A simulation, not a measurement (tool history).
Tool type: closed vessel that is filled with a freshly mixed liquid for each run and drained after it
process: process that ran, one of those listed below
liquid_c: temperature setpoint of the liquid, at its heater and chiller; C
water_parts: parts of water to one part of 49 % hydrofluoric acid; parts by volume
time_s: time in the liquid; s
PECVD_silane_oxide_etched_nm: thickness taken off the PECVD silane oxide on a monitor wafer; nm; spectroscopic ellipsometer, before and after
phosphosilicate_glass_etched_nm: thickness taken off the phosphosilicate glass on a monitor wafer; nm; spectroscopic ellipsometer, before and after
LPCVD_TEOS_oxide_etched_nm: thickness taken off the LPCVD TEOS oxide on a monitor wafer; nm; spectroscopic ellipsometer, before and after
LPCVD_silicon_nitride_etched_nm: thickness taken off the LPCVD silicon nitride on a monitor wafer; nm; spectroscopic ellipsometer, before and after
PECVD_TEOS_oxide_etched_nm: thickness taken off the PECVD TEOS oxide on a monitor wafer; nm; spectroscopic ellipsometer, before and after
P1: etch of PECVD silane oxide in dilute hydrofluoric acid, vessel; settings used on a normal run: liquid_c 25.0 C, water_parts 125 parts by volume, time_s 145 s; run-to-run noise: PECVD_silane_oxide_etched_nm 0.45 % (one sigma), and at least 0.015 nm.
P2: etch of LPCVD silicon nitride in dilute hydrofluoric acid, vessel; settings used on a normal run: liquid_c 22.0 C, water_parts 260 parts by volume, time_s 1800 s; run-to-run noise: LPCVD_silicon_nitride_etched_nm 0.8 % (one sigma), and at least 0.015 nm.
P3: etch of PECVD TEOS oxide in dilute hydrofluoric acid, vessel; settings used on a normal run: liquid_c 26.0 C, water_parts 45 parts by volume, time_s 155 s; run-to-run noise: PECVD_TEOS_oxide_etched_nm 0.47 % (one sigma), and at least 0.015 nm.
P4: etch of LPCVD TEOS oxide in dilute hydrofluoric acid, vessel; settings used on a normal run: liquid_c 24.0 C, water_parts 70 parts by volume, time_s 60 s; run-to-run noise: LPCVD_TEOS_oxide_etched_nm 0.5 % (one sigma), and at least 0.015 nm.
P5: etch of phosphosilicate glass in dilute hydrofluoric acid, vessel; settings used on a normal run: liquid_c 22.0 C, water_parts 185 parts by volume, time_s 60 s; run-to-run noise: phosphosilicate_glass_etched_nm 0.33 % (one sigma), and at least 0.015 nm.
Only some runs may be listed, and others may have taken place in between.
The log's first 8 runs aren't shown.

run	day	process	liquid_c	water_parts	time_s	hours since the thermometer was replaced	hours since the hydrofluoric acid flow meter was replaced	PECVD_silane_oxide_etched_nm	phosphosilicate_glass_etched_nm	LPCVD_TEOS_oxide_etched_nm	LPCVD_silicon_nitride_etched_nm	PECVD_TEOS_oxide_etched_nm
9	2.371	P3	26.0	45	155	844.9	1031.6					57.944
10	2.596	P1	25.0	125	65	850.3	1037.0	12.995				
11	2.921	P4	28.0	70	60	858.1	1044.8			35.216		
12	3.079	P1	25.0	125	145	861.9	1048.6	29.563				
13	3.288	P1	25.0	125	145	866.9	1053.6	29.410				
14	3.471	P4	24.0	115	60	871.3	1058.0			17.323		
15	3.658	P1	25.0	60	35	875.8	1062.5	15.876				
16	3.846	P3	26.0	45	155	880.3	1067.0					57.572
17	4.167	P1	17.0	125	145	888.0	1074.7	21.472				
18	4.467	P2	22.0	260	1800	895.2	1081.9				3.0809	
19	4.783	P2	22.0	260	1800	902.8	1089.5				3.0760	
20	4.975	P5	22.0	185	30	907.4	1094.1		27.414			
21	5.171	P2	22.0	435	1800	912.1	1098.8				1.8763	
22	5.450	P4	24.0	70	60	918.8	1105.5			30.010		
23	5.721	P2	22.0	260	825	925.3	1112.0				1.4126	
24	6.012	P1	25.0	60	145	932.3	1119.0	66.221				
25	6.188	P1	32.0	125	145	936.5	1123.2	37.937				
26	6.350	P1	25.0	70	70	940.4	1127.1	26.982				
27	6.496	P5	22.0	85	60	943.9	1130.6		133.170			
28	6.717	P3	26.0	45	30	949.2	1135.9					11.099
29	6.938	P3	26.0	60	155	954.5	1141.2					42.496
30	7.258	P3	31.0	45	155	962.2	1148.9					70.818
31	7.446	P1	25.0	125	145	966.7	1153.4	29.352				
32	7.696	P1	25.0	125	145	972.7	1159.4	30.045				
33	8.012	P1	25.0	125	145	980.3	1167.0	30.759				

Run 34 has not been measured yet. What should we expect?
34	8.154	P1	25.0	125	145	983.7	1170.4	?				

Run 34 measured PECVD_silane_oxide_etched_nm 30.984 nm.
